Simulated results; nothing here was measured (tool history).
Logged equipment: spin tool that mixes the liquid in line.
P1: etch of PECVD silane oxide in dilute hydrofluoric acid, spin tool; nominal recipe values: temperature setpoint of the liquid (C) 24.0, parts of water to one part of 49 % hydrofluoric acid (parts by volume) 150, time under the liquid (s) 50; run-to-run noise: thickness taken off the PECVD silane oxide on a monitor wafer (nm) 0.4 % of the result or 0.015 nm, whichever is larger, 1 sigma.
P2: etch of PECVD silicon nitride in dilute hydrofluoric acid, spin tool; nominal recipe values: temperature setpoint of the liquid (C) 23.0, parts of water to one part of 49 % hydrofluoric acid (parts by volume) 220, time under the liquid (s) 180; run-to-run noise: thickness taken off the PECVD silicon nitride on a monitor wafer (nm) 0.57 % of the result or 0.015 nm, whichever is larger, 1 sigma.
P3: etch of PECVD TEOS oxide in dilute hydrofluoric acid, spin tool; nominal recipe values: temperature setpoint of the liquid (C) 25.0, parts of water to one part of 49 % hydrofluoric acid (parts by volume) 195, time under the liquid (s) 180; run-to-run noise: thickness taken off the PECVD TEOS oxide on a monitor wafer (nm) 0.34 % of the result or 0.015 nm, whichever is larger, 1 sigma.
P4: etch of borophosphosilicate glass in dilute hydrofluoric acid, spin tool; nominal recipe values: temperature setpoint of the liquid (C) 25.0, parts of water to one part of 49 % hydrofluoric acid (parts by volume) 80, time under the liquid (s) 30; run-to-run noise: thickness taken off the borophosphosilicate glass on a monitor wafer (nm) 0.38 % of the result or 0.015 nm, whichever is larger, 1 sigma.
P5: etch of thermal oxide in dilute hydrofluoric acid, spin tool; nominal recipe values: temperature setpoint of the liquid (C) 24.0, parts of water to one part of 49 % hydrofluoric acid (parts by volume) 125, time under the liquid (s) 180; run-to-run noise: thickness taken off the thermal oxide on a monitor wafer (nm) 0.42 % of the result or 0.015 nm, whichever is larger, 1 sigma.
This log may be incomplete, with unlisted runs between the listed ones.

| run | hour | process that ran | temperature setpoint of the liquid (C) | parts of water to one part of 49 % hydrofluoric acid (parts by volume) | time under the liquid (s) | thickness taken off the PECVD silane oxide on a monitor wafer (nm) | thickness taken off the PECVD silicon nitride on a monitor wafer (nm) | thickness taken off the PECVD TEOS oxide on a monitor wafer (nm) | thickness taken off the borophosphosilicate glass on a monitor wafer (nm) | thickness taken off the thermal oxide on a monitor wafer (nm) |
|---|---|---|---|---|---|---|---|---|---|---|
| 1 | 5.3 | P1 | 24.0 | 150 | 50 | 11.8090 |  |  |  |  |
| 2 | 13.1 | P2 | 23.0 | 220 | 180 |  | 3.66290 |  |  |  |
| 3 | 17.6 | P3 | 25.0 | 195 | 180 |  |  | 12.7450 |  |  |
| 4 | 22.9 | P1 | 24.0 | 150 | 20 | 4.7175 |  |  |  |  |
| 5 | 26.8 | P4 | 25.0 | 80 | 30 |  |  |  | 20.709 |  |
| 6 | 34.6 | P5 | 17.5 | 125 | 180 |  |  |  |  | 5.0323 |
| 7 | 38.3 | P1 | 28.5 | 150 | 15 | 4.1968 |  |  |  |  |
| 8 | 44.5 | P1 | 24.0 | 150 | 50 | 11.8560 |  |  |  |  |
| 9 | 50.6 | P3 | 25.0 | 110 | 180 |  |  | 24.7710 |  |  |
| 10 | 55.9 | P1 | 24.0 | 65 | 50 | 30.4360 |  |  |  |  |
| 11 | 60.1 | P4 | 25.0 | 80 | 60 |  |  |  | 41.543 |  |
| 12 | 63.8 | P2 | 23.0 | 220 | 180 |  | 3.64070 |  |  |  |
| 13 | 68.7 | P1 | 24.0 | 150 | 50 | 11.8520 |  |  |  |  |
| 14 | 75.8 | P1 | 20.0 | 150 | 50 | 10.1110 |  |  |  |  |
| 15 | 79.8 | P1 | 24.0 | 150 | 50 | 11.8490 |  |  |  |  |
| 16 | 85.8 | P2 | 23.0 | 220 | 15 |  | 0.31411 |  |  |  |
| 17 | 91.7 | P2 | 23.0 | 140 | 180 |  | 5.68060 |  |  |  |
| 18 | 97.7 | P1 | 24.0 | 100 | 25 | 9.4179 |  |  |  |  |
| 19 | 105.1 | P1 | 24.0 | 150 | 75 | 17.7210 |  |  |  |  |
| 20 | 112.5 | P4 | 25.0 | 130 | 30 |  |  |  | 12.107 |  |
| 21 | 119.7 | P3 | 25.0 | 195 | 325 |  |  | 22.7820 |  |  |
| 22 | 124.3 | P3 | 18.5 | 195 | 180 |  |  | 9.9051 |  |  |
| 23 | 131.0 | P2 | 19.0 | 220 | 180 |  | 2.83270 |  |  |  |
| 24 | 136.0 | P5 | 24.0 | 125 | 75 |  |  |  |  | 2.6993 |
| 25 | 143.3 | P1 | 24.0 | 150 | 50 | 11.7870 |  |  |  |  |
| 26 | 150.7 | P1 | 24.0 | 150 | 50 | 11.7760 |  |  |  |  |
| 27 | 156.7 | P1 | 24.0 | 210 | 50 | 7.8856 |  |  |  |  |
| 28 | 160.4 | P5 | 24.0 | 125 | 180 |  |  |  |  | 6.4771 |
|  | 165.2 | hydrofluoric acid flow meter replaced |
| 29 | 166.6 | P4 | 33.5 | 80 | 30 |  |  |  | 28.831 |  |
| 30 | 170.8 | P3 | 25.0 | 195 | 180 |  |  | 12.6930 |  |  |
| 31 | 175.4 | P4 | 25.0 | 80 | 30 |  |  |  | 20.864 |  |
| 32 | 182.8 | P5 | 24.0 | 215 | 180 |  |  |  |  | 3.3793 |
| 33 | 191.0 | P1 | 31.5 | 150 | 50 | 15.6510 |  |  |  |  |
| 34 | 197.7 | P5 | 24.0 | 125 | 180 |  |  |  |  | 6.5198 |

Run 35, settings as shown, results not yet in. Your forecast:
| 35 | 202.0 | P1 | 24.0 | 150 | 50 | ? |  |  |  |  |

{"run 35": {"thickness taken off the PECVD silane oxide on a monitor wafer (nm)": 11.862}}
